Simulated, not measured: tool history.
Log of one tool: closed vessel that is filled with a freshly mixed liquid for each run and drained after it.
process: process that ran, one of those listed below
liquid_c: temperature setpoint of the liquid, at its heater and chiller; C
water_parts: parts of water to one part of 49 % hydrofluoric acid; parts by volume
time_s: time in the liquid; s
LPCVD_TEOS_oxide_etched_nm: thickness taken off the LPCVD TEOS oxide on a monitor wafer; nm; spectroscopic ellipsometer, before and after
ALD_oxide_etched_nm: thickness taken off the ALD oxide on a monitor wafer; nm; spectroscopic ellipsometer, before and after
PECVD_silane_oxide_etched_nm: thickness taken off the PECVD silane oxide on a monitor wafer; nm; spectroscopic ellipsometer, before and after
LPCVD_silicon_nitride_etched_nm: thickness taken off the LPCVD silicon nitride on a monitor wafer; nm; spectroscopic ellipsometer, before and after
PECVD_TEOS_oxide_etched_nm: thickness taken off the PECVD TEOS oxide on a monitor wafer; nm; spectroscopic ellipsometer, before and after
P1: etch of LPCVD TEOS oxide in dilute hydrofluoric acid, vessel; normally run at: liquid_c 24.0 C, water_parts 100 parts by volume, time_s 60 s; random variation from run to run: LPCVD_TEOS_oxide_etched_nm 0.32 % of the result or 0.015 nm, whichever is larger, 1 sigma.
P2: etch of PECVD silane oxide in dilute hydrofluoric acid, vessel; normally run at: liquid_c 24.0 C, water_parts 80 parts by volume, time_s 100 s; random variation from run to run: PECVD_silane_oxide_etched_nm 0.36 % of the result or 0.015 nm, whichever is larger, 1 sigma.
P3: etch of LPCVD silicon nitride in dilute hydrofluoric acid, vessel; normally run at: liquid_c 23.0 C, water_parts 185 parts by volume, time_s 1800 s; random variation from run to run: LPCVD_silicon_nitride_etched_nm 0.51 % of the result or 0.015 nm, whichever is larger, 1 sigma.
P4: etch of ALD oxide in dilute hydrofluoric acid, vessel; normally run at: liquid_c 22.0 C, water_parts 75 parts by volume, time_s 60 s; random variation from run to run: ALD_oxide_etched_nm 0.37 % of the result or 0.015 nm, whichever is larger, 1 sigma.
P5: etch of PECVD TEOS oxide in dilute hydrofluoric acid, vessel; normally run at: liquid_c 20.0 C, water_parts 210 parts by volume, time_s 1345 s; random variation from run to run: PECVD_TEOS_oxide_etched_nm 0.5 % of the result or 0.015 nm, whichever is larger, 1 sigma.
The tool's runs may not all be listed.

| run | hour | process | liquid_c | water_parts | time_s | LPCVD_TEOS_oxide_etched_nm | ALD_oxide_etched_nm | PECVD_silane_oxide_etched_nm | LPCVD_silicon_nitride_etched_nm | PECVD_TEOS_oxide_etched_nm |
|---|---|---|---|---|---|---|---|---|---|---|
| 1 | 3.7 | P1 | 24.0 | 100 | 60 | 20.4260 |  |  |  |  |
| 2 | 8.1 | P4 | 22.0 | 110 | 60 |  | 6.4374 |  |  |  |
| 3 | 12.6 | P2 | 28.0 | 80 | 100 |  |  | 37.556 |  |  |
| 4 | 17.7 | P3 | 23.0 | 185 | 1800 |  |  |  | 4.6883 |  |
| 5 | 22.3 | P2 | 24.0 | 80 | 100 |  |  | 32.028 |  |  |
| 6 | 26.2 | P1 | 24.0 | 145 | 30 | 6.7264 |  |  |  |  |
| 7 | 31.3 | P1 | 24.0 | 100 | 60 | 20.4280 |  |  |  |  |
| 8 | 33.9 | P5 | 17.0 | 210 | 1345 |  |  |  |  | 48.554 |
| 9 | 38.2 | P5 | 20.0 | 210 | 1345 |  |  |  |  | 54.297 |
| 10 | 43.1 | P1 | 29.5 | 100 | 60 | 25.0880 |  |  |  |  |
| 11 | 48.5 | P4 | 22.0 | 75 | 60 |  | 9.9195 |  |  |  |
| 12 | 53.2 | P1 | 24.0 | 165 | 60 | 11.4790 |  |  |  |  |
| 13 | 59.0 | P1 | 24.0 | 100 | 60 | 20.4730 |  |  |  |  |
| 14 | 61.8 | P3 | 19.0 | 185 | 1800 |  |  |  | 3.6600 |  |
| 15 | 66.9 | P2 | 24.0 | 80 | 155 |  |  | 49.923 |  |  |
| 16 | 71.3 | P1 | 24.0 | 100 | 60 | 20.4540 |  |  |  |  |
| 17 | 75.6 | P4 | 22.0 | 75 | 30 |  | 4.9324 |  |  |  |
| 18 | 80.4 | P1 | 24.0 | 100 | 90 | 30.6560 |  |  |  |  |
| 19 | 84.5 | P1 | 24.0 | 100 | 60 | 20.3850 |  |  |  |  |
| 20 | 87.9 | P4 | 22.0 | 75 | 60 |  | 9.9627 |  |  |  |
| 21 | 93.0 | P5 | 20.0 | 210 | 720 |  |  |  |  | 29.261 |
| 22 | 98.1 | P1 | 31.5 | 100 | 30 | 13.5860 |  |  |  |  |

The next listed run, before its measurement:
| 23 | 101.1 | P5 | 20.0 | 300 | 1345 |  |  |  |  | ? |

Run 23 gave PECVD_TEOS_oxide_etched_nm 34.870 nm.
